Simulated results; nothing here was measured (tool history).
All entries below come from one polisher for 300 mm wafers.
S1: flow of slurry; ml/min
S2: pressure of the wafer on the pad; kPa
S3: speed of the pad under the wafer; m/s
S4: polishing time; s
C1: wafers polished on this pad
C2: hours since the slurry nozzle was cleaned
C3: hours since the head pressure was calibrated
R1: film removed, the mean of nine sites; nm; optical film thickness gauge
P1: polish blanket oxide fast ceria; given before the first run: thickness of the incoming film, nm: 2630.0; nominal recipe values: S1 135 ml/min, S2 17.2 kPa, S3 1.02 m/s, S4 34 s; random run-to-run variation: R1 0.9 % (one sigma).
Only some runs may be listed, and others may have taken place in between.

| run | hour | S1 | S2 | S3 | S4 | C1 | C2 | C3 | R1 |
|---|---|---|---|---|---|---|---|---|---|
| 1 | 12.2 | 135 | 17.2 | 1.02 | 34 | 256 | 598.4 | 582.4 | 483.28 |
| 2 | 24.7 | 135 | 17.2 | 1.02 | 34 | 434 | 610.9 | 594.9 | 486.45 |
| 3 | 34.9 | 135 | 17.2 | 1.02 | 34 | 580 | 621.1 | 605.1 | 484.93 |
| 4 | 44.7 | 135 | 17.2 | 1.02 | 15 | 720 | 630.9 | 614.9 | 217.66 |
| 5 | 59.9 | 135 | 17.2 | 1.02 | 34 | 937 | 646.1 | 630.1 | 487.63 |
| 6 | 71.0 | 80 | 17.2 | 1.02 | 34 | 1095 | 657.2 | 641.2 | 427.35 |
| 7 | 82.9 | 135 | 7.6 | 1.02 | 34 | 1265 | 669.1 | 653.1 | 212.20 |
|  | 83.0 | slurry nozzle cleaned |
| 8 | 90.0 | 205 | 17.2 | 1.02 | 34 | 1367 | 7.0 | 660.2 | 520.34 |
| 9 | 99.8 | 135 | 17.2 | 0.56 | 34 | 1507 | 16.8 | 670.0 | 272.85 |
| 10 | 113.8 | 135 | 17.2 | 1.02 | 34 | 1707 | 30.8 | 684.0 | 486.07 |
| 11 | 124.8 | 135 | 17.2 | 1.02 | 45 | 1864 | 41.8 | 695.0 | 649.81 |
| 12 | 133.6 | 185 | 17.2 | 1.02 | 22 | 1990 | 50.6 | 703.8 | 333.45 |
| 13 | 149.0 | 135 | 26.9 | 1.02 | 34 | 2210 | 66.0 | 719.2 | 760.64 |

Run 14 comes next. What will it give?
| 14 | 158.1 | 135 | 17.2 | 1.60 | 34 | 2339 | 75.1 | 728.3 | ? |

R1: 766.93 nm
